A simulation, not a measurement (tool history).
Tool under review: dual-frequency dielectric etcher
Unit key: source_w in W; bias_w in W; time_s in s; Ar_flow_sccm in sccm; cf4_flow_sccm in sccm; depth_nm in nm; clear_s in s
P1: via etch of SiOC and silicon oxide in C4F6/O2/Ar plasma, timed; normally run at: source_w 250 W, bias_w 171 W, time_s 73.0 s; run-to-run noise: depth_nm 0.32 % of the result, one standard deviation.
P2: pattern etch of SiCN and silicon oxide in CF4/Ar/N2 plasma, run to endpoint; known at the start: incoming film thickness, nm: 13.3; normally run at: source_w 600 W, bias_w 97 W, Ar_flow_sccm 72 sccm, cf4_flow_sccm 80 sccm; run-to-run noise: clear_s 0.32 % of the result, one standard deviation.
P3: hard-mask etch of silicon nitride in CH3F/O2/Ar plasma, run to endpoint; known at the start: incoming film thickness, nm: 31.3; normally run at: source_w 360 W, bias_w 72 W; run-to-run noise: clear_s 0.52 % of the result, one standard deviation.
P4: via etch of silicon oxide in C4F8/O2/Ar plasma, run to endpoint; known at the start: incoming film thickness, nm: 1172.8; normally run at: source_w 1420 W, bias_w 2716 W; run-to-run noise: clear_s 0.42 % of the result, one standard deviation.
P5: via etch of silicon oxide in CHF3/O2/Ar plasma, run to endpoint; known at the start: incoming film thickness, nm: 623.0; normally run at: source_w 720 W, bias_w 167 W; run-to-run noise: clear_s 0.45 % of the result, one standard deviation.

run	day	process	source_w	bias_w	time_s	Ar_flow_sccm	cf4_flow_sccm	hours since the last wet clean	hours since the last source power generator calibration	hours since the last bias power generator calibration	depth_nm	clear_s
1	0.583	P1	250	171	73.0			72.1	1964.3	2679.9	66.986	
2	1.108	P1	250	171	73.0			84.7	1976.9	2692.5	67.312	
3	1.546	P5	720	121				95.2	1987.4	2703.0		336.6300
4	2.038	P3	210	72				107.0	1999.2	2714.8		58.2970
5	2.688	P1	160	127	73.0			122.6	2014.8	2730.4	50.997	
6	3.125	P1	250	230	96.0			133.1	2025.3	2740.9	97.621	
7	3.579	P5	720	167				144.0	2036.2	2751.8		304.9100
8	4.096	P4	1420	2716				156.4	2048.6	2764.2		242.8000
9	4.612	P2	600	97		72	66	168.8	2061.0	2776.6		10.1730
10	5.154	P1	250	171	96.5			181.8	2074.0	2789.6	88.757	
11	5.779	P1	160	171	73.0			196.8	2089.0	2804.6	56.361	
12	6.396	P5	540	167				211.6	2103.8	2819.4		338.8100
13	6.962	P1	250	210	91.5			225.2	2117.4	2833.0	90.138	
14	7.250	P2	600	97		72	80	232.1	2124.3	2839.9		9.8928
15	7.825	P1	250	134	73.0			245.9	2138.1	2853.7	61.964	
16	8.192	P1	250	171	73.0			254.7	2146.9	2862.5	66.936	
17	8.829	P1	250	171	73.0			270.0	2162.2	2877.8	66.799	
18	9.358	P2	600	97		99	80	282.7	2174.9	2890.5		10.3460
19	9.875	P1	250	240	73.0			295.1	2187.3	2902.9	75.249	
20	10.483	P2	600	134		72	80	309.7	2201.9	2917.5		8.8665
21	11.083	P4	830	2716				324.1	2216.3	2931.9		297.0900
22	11.704	P5	720	167				339.0	2231.2	2946.8		304.8300
23	12.329	P1	320	171	73.0			354.0	2246.2	2961.8	73.675	
24	12.812	P2	600	97		72	80	365.6	2257.8	2973.4		9.9570
25	13.321	P3	360	72				377.8	2270.0	2985.6		47.3600
26	13.642	P2	440	97		72	80	385.5	2277.7	2993.3		13.1290
27	13.942	P4	1420	3363				392.7	2284.9	3000.5		225.8600
28	14.333	P3	360	50				402.1	2294.3	3009.9		53.9550
29	14.767	P4	1420	2716				412.5	2304.7	3020.3		241.9400
30	15.229	P1	250	171	47.0			423.6	2315.8	3031.4	43.207	
31	15.629	P1	250	171	73.0			433.2	2325.4	3041.0	67.114	
32	16.071	P1	250	171	73.0			443.8	2336.0	3051.6	67.222	
33	16.638	P1	250	171	73.0			457.4	2349.6	3065.2	67.473	
34	16.979	P1	250	171	73.0			465.6	2357.8	3073.4	67.714	
35	17.329	P1	250	171	73.0			474.0	2366.2	3081.8	67.985	
36	17.904	P1	250	171	73.0			487.8	2380.0	3095.6	68.110	
37	18.233	P1	250	171	73.0			495.7	2387.9	3103.5	68.480	
# day 18.371: wet clean of the chamber
38	18.625	P1	250	171	73.0			6.1	2397.3	3112.9	68.024	
39	19.271	P1	250	171	73.0			21.6	2412.8	3128.4	68.127	
40	19.888	P1	250	171	73.0			36.4	2427.6	3143.2	68.157	

The log shows P1 creeping away from where it was. Any of the 2 causes listed here, at the size stated for it, fits the log just as well as the others:
A: bias power that arrives over what is set, % = 4.94
B: source power that arrives over what is set, % = 4.23
The gradual shift began around day 16.071.
Why every other cause is out:
chamber walls in a state that raises the etch rate, %: its service at day 18.371 followed the start of the drift and did not put the process back to its old value

Which of the 4 check runs listed below, each an average over 2 wafers with its results shown as question marks, gives clearly different results under the different listed causes?
check 1	20.504	P3	360	72								?
check 2	20.504	P2	600	97		72	80					?
check 3	20.504	P5	720	167								?
check 4	20.504	P4	1420	2716								?

Outcome of each check run for each possible cause:
check	result	if A	if B
check 1	clear_s	46.6580	46.7070
check 2	clear_s	9.7862	9.5862
check 3	clear_s	298.7200	298.6700
check 4	clear_s	238.8400	238.5900
Smallest distance between any two causes, each pair judged by its most separating result, in per cent: check 1 0.11 %; check 2 2.06 %; check 3 0.02 %; check 4 0.1 %
Check 2 tells the causes apart: in the others they would give nearly the same result.

Check 2 was carried out, with these results: clear_s 9.8054 s. Which of the listed causes is responsible?

It was cause A: bias power that arrives over what is set, %.
